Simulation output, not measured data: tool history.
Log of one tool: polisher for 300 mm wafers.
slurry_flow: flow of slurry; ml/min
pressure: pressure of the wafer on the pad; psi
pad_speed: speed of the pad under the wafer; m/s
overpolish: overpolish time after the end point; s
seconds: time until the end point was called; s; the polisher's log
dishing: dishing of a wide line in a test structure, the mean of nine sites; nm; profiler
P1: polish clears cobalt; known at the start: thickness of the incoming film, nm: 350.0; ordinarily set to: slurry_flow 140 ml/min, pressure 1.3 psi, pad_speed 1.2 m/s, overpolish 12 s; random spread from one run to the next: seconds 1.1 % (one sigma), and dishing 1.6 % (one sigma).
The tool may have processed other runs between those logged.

| run | hour | slurry_flow | pressure | pad_speed | overpolish | seconds | dishing |
|---|---|---|---|---|---|---|---|
| 1 | 11.4 | 140 | 1.3 | 1.2 | 12 | 83.344 | 32.408 |
| 2 | 22.7 | 140 | 1.3 | 1.2 | 21 | 80.767 | 41.341 |
| 3 | 34.7 | 140 | 1.3 | 1.2 | 12 | 80.565 | 31.813 |
| 4 | 49.1 | 105 | 1.3 | 0.64 | 12 | 164.05 | 19.992 |
| 5 | 63.1 | 140 | 1.3 | 1.2 | 12 | 81.286 | 32.484 |
| 6 | 75 | 140 | 1.3 | 1.2 | 12 | 80.798 | 31.945 |
| 7 | 83.3 | 85 | 1.3 | 1.2 | 12 | 90.786 | 30.906 |
| 8 | 91.6 | 140 | 0.6 | 1.2 | 12 | 176.09 | 19.371 |
| 9 | 107 | 180 | 1.3 | 1.2 | 12 | 76.996 | 32.865 |
| 10 | 114.7 | 140 | 1.3 | 0.58 | 12 | 169.44 | 20.09 |
| 11 | 122.2 | 140 | 1.7 | 1.2 | 12 | 62.223 | 37.164 |
| 12 | 135.1 | 140 | 1.3 | 1.2 | 12 | 82.005 | 31.517 |
| 13 | 144.2 | 140 | 1.3 | 1.86 | 12 | 52.479 | 39.734 |
| 14 | 159.7 | 140 | 1.3 | 1.2 | 5 | 81.486 | 16.988 |

Run 15 is up next; what results do you expect?
| 15 | 174.7 | 140 | 2 | 0.86 | 12 | ? | ? |

seconds: 73.166 s
dishing: 32.917 nm
